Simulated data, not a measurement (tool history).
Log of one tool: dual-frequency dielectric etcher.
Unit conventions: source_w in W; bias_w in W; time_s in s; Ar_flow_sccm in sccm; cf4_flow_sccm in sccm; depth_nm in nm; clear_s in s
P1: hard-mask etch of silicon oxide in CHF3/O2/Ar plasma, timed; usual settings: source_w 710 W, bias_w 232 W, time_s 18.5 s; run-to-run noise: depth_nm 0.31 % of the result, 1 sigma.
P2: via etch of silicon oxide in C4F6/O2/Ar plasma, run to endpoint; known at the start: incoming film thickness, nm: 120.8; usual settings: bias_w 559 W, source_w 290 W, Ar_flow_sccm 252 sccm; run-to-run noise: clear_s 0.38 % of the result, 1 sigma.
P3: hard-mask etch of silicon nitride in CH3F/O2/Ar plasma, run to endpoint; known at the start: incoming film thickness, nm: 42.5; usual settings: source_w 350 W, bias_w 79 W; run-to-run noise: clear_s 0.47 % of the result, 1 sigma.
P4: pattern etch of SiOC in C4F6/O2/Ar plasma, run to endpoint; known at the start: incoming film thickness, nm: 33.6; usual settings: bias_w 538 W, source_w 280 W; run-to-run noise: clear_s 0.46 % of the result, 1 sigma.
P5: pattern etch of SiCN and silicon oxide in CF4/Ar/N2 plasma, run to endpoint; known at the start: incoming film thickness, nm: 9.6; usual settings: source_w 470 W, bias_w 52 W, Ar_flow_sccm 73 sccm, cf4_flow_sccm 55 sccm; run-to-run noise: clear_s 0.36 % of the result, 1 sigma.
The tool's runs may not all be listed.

| run | hour | process | source_w | bias_w | time_s | Ar_flow_sccm | cf4_flow_sccm | hours since the last wet clean | hours since the last source power generator calibration | hours since the last bias power generator calibration | depth_nm | clear_s |
|---|---|---|---|---|---|---|---|---|---|---|---|---|
| 1 | 4.1 | P1 | 710 | 232 | 18.5 |  |  | 174.1 | 3206.9 | 1130.1 | 42.09 |  |
| 2 | 7.8 | P4 | 280 | 538 |  |  |  | 177.8 | 3210.6 | 1133.8 |  | 12.463 |
| 3 | 12 | P1 | 890 | 188 | 18.5 |  |  | 182 | 3214.8 | 1138 | 42.525 |  |
| 4 | 14 | P4 | 280 | 689 |  |  |  | 184 | 3216.8 | 1140 |  | 11.438 |
| 5 | 16.3 | P1 | 710 | 232 | 18.5 |  |  | 186.3 | 3219.1 | 1142.3 | 41.922 |  |
| 6 | 20.3 | P2 | 290 | 559 |  | 252 |  | 190.3 | 3223.1 | 1146.3 |  | 27.83 |
| 7 | 24.6 | P1 | 990 | 232 | 18.5 |  |  | 194.6 | 3227.4 | 1150.6 | 47.888 |  |
| 8 | 27.5 | P3 | 350 | 79 |  |  |  | 197.5 | 3230.3 | 1153.5 |  | 63.203 |
| 9 | 29.5 | P5 | 470 | 52 |  | 73 | 55 | 199.5 | 3232.3 | 1155.5 |  | 11.446 |
| 10 | 33.6 | P2 | 290 | 559 |  | 252 |  | 203.6 | 3236.4 | 1159.6 |  | 27.809 |
| 11 | 37.7 | P1 | 710 | 232 | 11 |  |  | 207.7 | 3240.5 | 1163.7 | 24.946 |  |
| 12 | 40.2 | P3 | 350 | 79 |  |  |  | 210.2 | 3243 | 1166.2 |  | 63.126 |
| 13 | 43.6 | P5 | 370 | 52 |  | 73 | 55 | 213.6 | 3246.4 | 1169.6 |  | 14.141 |
| 14 | 47.7 | P2 | 240 | 559 |  | 252 |  | 217.7 | 3250.5 | 1173.7 |  | 29.713 |
| 15 | 50 | P3 | 480 | 79 |  |  |  | 220 | 3252.8 | 1176 |  | 56.266 |
| 16 | 51.9 | P4 | 340 | 538 |  |  |  | 221.9 | 3254.7 | 1177.9 |  | 11.616 |
| 17 | 55.9 | P5 | 470 | 42 |  | 73 | 55 | 225.9 | 3258.7 | 1181.9 |  | 12.198 |
| 18 | 59.5 | P5 | 470 | 52 |  | 46 | 55 | 229.5 | 3262.3 | 1185.5 |  | 10.677 |
| 19 | 61.7 | P1 | 530 | 232 | 18.5 |  |  | 231.7 | 3264.5 | 1187.7 | 37.798 |  |
| 20 | 64.6 | P3 | 350 | 101 |  |  |  | 234.6 | 3267.4 | 1190.6 |  | 57.943 |
| 21 | 68 | P1 | 710 | 189 | 18.5 |  |  | 238 | 3270.8 | 1194 | 39.332 |  |
| 22 | 71.5 | P1 | 710 | 232 | 23 |  |  | 241.5 | 3274.3 | 1197.5 | 52.291 |  |
| 23 | 75.5 | P2 | 290 | 357 |  | 252 |  | 245.5 | 3278.3 | 1201.5 |  | 32.795 |
| 24 | 78.8 | P5 | 470 | 52 |  | 73 | 55 | 248.8 | 3281.6 | 1204.8 |  | 11.356 |
| 25 | 81 | P1 | 930 | 194 | 18.5 |  |  | 251 | 3283.8 | 1207 | 43.879 |  |
| 26 | 83.8 | P1 | 710 | 232 | 18.5 |  |  | 253.8 | 3286.6 | 1209.8 | 42.337 |  |
| 27 | 87.4 | P2 | 290 | 559 |  | 165 |  | 257.4 | 3290.2 | 1213.4 |  | 26.606 |
| 28 | 89.9 | P1 | 710 | 232 | 18.5 |  |  | 259.9 | 3292.7 | 1215.9 | 42.004 |  |
| 29 | 93.5 | P1 | 710 | 308 | 18.5 |  |  | 263.5 | 3296.3 | 1219.5 | 46.804 |  |
| 30 | 97.6 | P5 | 470 | 52 |  | 73 | 71 | 267.6 | 3300.4 | 1223.6 |  | 11.011 |
| 31 | 100 | P1 | 710 | 232 | 18.5 |  |  | 270 | 3302.8 | 1226 | 42.037 |  |
| 32 | 104.4 | P1 | 710 | 232 | 18.5 |  |  | 274.4 | 3307.2 | 1230.4 | 41.645 |  |
| 33 | 107.2 | P1 | 710 | 232 | 18.5 |  |  | 277.2 | 3310 | 1233.2 | 41.653 |  |
|  | 109.3 | wet clean of the chamber |
| 34 | 109.8 | P1 | 710 | 232 | 18.5 |  |  | 0.6 | 3312.6 | 1235.8 | 41.293 |  |
| 35 | 112.1 | P1 | 710 | 232 | 18.5 |  |  | 2.9 | 3314.9 | 1238.1 | 41.333 |  |
| 36 | 114.5 | P1 | 710 | 232 | 18.5 |  |  | 5.3 | 3317.3 | 1240.5 | 41.409 |  |
| 37 | 118.2 | P1 | 710 | 232 | 18.5 |  |  | 9 | 3321 | 1244.2 | 41.594 |  |

P1 has crept away from where it was. The log is fitted equally well by each of these 2 causes, at the sizes shown:
A: source power that arrives under what is set, % = 4.36
B: bias power that arrives under what is set, % = 4.73
The drift started at roughly hour 100.
All other causes, with the reason each is excluded:
chamber walls in a state that lowers the etch rate, %: work on it at hour 109.3, done after the drift set in, did not restore what the process gave before

The check runs listed below each take one wafer, and their results are still question marks. Under which run would the listed causes lead to clearly different results?
| check 1 | 121.9 | P4 | 330 | 633 |  |  |  |  |  |  |  | ? |
| check 2 | 121.9 | P2 | 290 | 368 |  | 252 |  |  |  |  |  | ? |
| check 3 | 121.9 | P5 | 470 | 52 |  | 56 | 55 |  |  |  |  | ? |
| check 4 | 121.9 | P3 | 450 | 79 |  |  |  |  |  |  |  | ? |

Check results expected under each cause:
| check | result | if A | if B |
|---|---|---|---|
| check 1 | clear_s | 11.244 | 11.273 |
| check 2 | clear_s | 33.021 | 33.053 |
| check 3 | clear_s | 11.415 | 11.124 |
| check 4 | clear_s | 58.96 | 58.952 |
Separation of the two closest causes in each check, using whichever result separates them best: check 1 0.26 %; check 2 0.1 %; check 3 2.58 %; check 4 0.01 %
Check 3 tells the causes apart: in the others they would give nearly the same result.

Check 3 was then run and gave: clear_s 11.411 s. Which cause is it?

A is the cause: source power that arrives under what is set, %.

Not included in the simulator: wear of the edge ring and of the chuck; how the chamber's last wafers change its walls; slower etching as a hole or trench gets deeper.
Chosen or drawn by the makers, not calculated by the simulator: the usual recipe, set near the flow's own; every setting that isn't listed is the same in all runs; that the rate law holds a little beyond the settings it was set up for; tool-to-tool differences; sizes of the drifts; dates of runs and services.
